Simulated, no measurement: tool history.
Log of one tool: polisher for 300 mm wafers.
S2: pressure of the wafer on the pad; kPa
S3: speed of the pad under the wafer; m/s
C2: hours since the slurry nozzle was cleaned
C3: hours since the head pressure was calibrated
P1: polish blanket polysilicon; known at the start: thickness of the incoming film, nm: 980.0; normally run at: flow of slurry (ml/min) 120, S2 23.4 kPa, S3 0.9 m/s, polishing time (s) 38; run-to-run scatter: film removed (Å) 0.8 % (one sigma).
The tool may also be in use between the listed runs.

{"run": 1, "hour": 8.3, "flow of slurry (ml/min)": 120, "S2": 23.4, "S3": 0.9, "polishing time (s)": 38, "wafers polished on this pad": 218, "C2": 324.8, "C3": 247.7, "film removed (Å)": 3818.3}
{"run": 2, "hour": 16.9, "flow of slurry (ml/min)": 185, "S2": 23.4, "S3": 0.9, "polishing time (s)": 38, "wafers polished on this pad": 293, "C2": 333.4, "C3": 256.3, "film removed (Å)": 4151.6}
{"hour": 24.8, "done": "slurry nozzle cleaned"}
{"run": 3, "hour": 27.4, "flow of slurry (ml/min)": 120, "S2": 23.4, "S3": 0.42, "polishing time (s)": 38, "wafers polished on this pad": 385, "C2": 2.7, "C3": 266.8, "film removed (Å)": 1775.1}
{"run": 4, "hour": 37.6, "flow of slurry (ml/min)": 120, "S2": 23.4, "S3": 1.44, "polishing time (s)": 38, "wafers polished on this pad": 475, "C2": 12.9, "C3": 277, "film removed (Å)": 6206.7}
{"run": 5, "hour": 45.6, "flow of slurry (ml/min)": 70, "S2": 23.4, "S3": 0.9, "polishing time (s)": 38, "wafers polished on this pad": 545, "C2": 20.9, "C3": 285, "film removed (Å)": 3277.5}
{"run": 6, "hour": 58.5, "flow of slurry (ml/min)": 120, "S2": 23.4, "S3": 0.9, "polishing time (s)": 38, "wafers polished on this pad": 658, "C2": 33.8, "C3": 297.9, "film removed (Å)": 3838.7}
{"run": 7, "hour": 72.3, "flow of slurry (ml/min)": 120, "S2": 15.9, "S3": 0.9, "polishing time (s)": 38, "wafers polished on this pad": 779, "C2": 47.6, "C3": 311.7, "film removed (Å)": 2597.8}
{"run": 8, "hour": 86.9, "flow of slurry (ml/min)": 120, "S2": 23.4, "S3": 0.9, "polishing time (s)": 26, "wafers polished on this pad": 907, "C2": 62.2, "C3": 326.3, "film removed (Å)": 2649.5}
{"run": 9, "hour": 99.5, "flow of slurry (ml/min)": 120, "S2": 35.2, "S3": 0.9, "polishing time (s)": 38, "wafers polished on this pad": 1017, "C2": 74.8, "C3": 338.9, "film removed (Å)": 5753.1}
{"hour": 105.7, "done": "worn pad replaced by a new one"}
{"run": 10, "hour": 107.7, "flow of slurry (ml/min)": 120, "S2": 23.4, "S3": 0.9, "polishing time (s)": 57, "wafers polished on this pad": 17, "C2": 83, "C3": 347.1, "film removed (Å)": 5738.2}
{"run": 11, "hour": 115.9, "flow of slurry (ml/min)": 170, "S2": 23.4, "S3": 0.9, "polishing time (s)": 26, "wafers polished on this pad": 89, "C2": 91.2, "C3": 355.3, "film removed (Å)": 2805.6}
{"run": 12, "hour": 131.1, "flow of slurry (ml/min)": 120, "S2": 23.4, "S3": 0.9, "polishing time (s)": 38, "wafers polished on this pad": 222, "C2": 106.4, "C3": 370.5, "film removed (Å)": 3837.1}
{"run": 13, "hour": 145.6, "flow of slurry (ml/min)": 120, "S2": 23.4, "S3": 0.9, "polishing time (s)": 38, "wafers polished on this pad": 349, "C2": 120.9, "C3": 385, "film removed (Å)": 3872.4}
{"run": 14, "hour": 155.9, "flow of slurry (ml/min)": 120, "S2": 23.4, "S3": 0.9, "polishing time (s)": 38, "wafers polished on this pad": 440, "C2": 131.2, "C3": 395.3, "film removed (Å)": 3834}
{"run": 15, "hour": 167.9, "flow of slurry (ml/min)": 120, "S2": 23.4, "S3": 0.9, "polishing time (s)": 38, "wafers polished on this pad": 545, "C2": 143.2, "C3": 407.3, "film removed (Å)": 3897.2}
{"run": 16, "hour": 176.3, "flow of slurry (ml/min)": 120, "S2": 23.4, "S3": 0.9, "polishing time (s)": 38, "wafers polished on this pad": 618, "C2": 151.6, "C3": 415.7, "film removed (Å)": 3792.1}
{"run": 17, "hour": 189.8, "flow of slurry (ml/min)": 120, "S2": 23.4, "S3": 0.9, "polishing time (s)": 38, "wafers polished on this pad": 737, "C2": 165.1, "C3": 429.2, "film removed (Å)": 3714.1}
{"run": 18, "hour": 202.9, "flow of slurry (ml/min)": 120, "S2": 23.4, "S3": 0.9, "polishing time (s)": 38, "wafers polished on this pad": 851, "C2": 178.2, "C3": 442.3, "film removed (Å)": 3647.4}
{"run": 19, "hour": 217.1, "flow of slurry (ml/min)": 120, "S2": 23.4, "S3": 0.9, "polishing time (s)": 38, "wafers polished on this pad": 976, "C2": 192.4, "C3": 456.5, "film removed (Å)": 3527.3}
{"run": 20, "hour": 225.7, "flow of slurry (ml/min)": 120, "S2": 23.4, "S3": 0.9, "polishing time (s)": 38, "wafers polished on this pad": 1051, "C2": 201, "C3": 465.1, "film removed (Å)": 3512.6}
{"run": 21, "hour": 234.3, "flow of slurry (ml/min)": 120, "S2": 23.4, "S3": 0.9, "polishing time (s)": 38, "wafers polished on this pad": 1127, "C2": 209.6, "C3": 473.7, "film removed (Å)": 3512}
{"hour": 244.0, "done": "worn pad replaced by a new one"}
{"run": 22, "hour": 248.3, "flow of slurry (ml/min)": 120, "S2": 23.4, "S3": 0.9, "polishing time (s)": 38, "wafers polished on this pad": 38, "C2": 223.6, "C3": 487.7, "film removed (Å)": 3499.3}
{"run": 23, "hour": 263.6, "flow of slurry (ml/min)": 120, "S2": 23.4, "S3": 0.9, "polishing time (s)": 38, "wafers polished on this pad": 172, "C2": 238.9, "C3": 503, "film removed (Å)": 3468.6}
{"run": 24, "hour": 270.8, "flow of slurry (ml/min)": 120, "S2": 23.4, "S3": 0.9, "polishing time (s)": 38, "wafers polished on this pad": 235, "C2": 246.1, "C3": 510.2, "film removed (Å)": 3490.6}
{"run": 25, "hour": 281.6, "flow of slurry (ml/min)": 120, "S2": 23.4, "S3": 0.9, "polishing time (s)": 38, "wafers polished on this pad": 330, "C2": 256.9, "C3": 521, "film removed (Å)": 3511.8}

What P1 gives has crept away from where it was. These 2 causes fit the log equally well, each at the size given:
A: slurry flow missing at the pad, % = 32.3
B: head's pressure below its setpoint, % = 9.44
The creep began at about hour 167.9.
Why every other cause is out:
removal rate lost through wear of the pad, %: serviced at hour 244, which brought nothing back

4 check runs are offered, each on 5 wafers whose results are averaged, their results left as question marks. Which one tells the causes apart?
{"run": "check 1", "hour": 292.4, "flow of slurry (ml/min)": 185, "S2": 23.4, "S3": 0.9, "polishing time (s)": 47, "film removed (Å)": "?"}
{"run": "check 2", "hour": 292.4, "flow of slurry (ml/min)": 120, "S2": 23.4, "S3": 1.4, "polishing time (s)": 27, "film removed (Å)": "?"}
{"run": "check 3", "hour": 292.4, "flow of slurry (ml/min)": 120, "S2": 23.4, "S3": 0.5, "polishing time (s)": 56, "film removed (Å)": "?"}
{"run": "check 4", "hour": 292.4, "flow of slurry (ml/min)": 120, "S2": 23.4, "S3": 1.4, "polishing time (s)": 38, "film removed (Å)": "?"}

What each check would give under each cause:
check=check_1 result=film_removed_(Å) if_A=4790.3 if_B=4639.4
check=check_2 result=film_removed_(Å) if_A=3841.7 if_B=3842.1
check=check_3 result=film_removed_(Å) if_A=2845.7 if_B=2846
check=check_4 result=film_removed_(Å) if_A=5406.9 if_B=5407.4
How far apart the two closest causes lie, in the result that separates them most: check 1 3.2 %; check 2 0.01 %; check 3 0.01 %; check 4 0.01 %
Only check 1 tells the causes apart: in the others they would give nearly the same result.

Check 1 was then run and gave: film removed (Å) 4764.9. Which cause is it?

It is A: slurry flow missing at the pad, %.
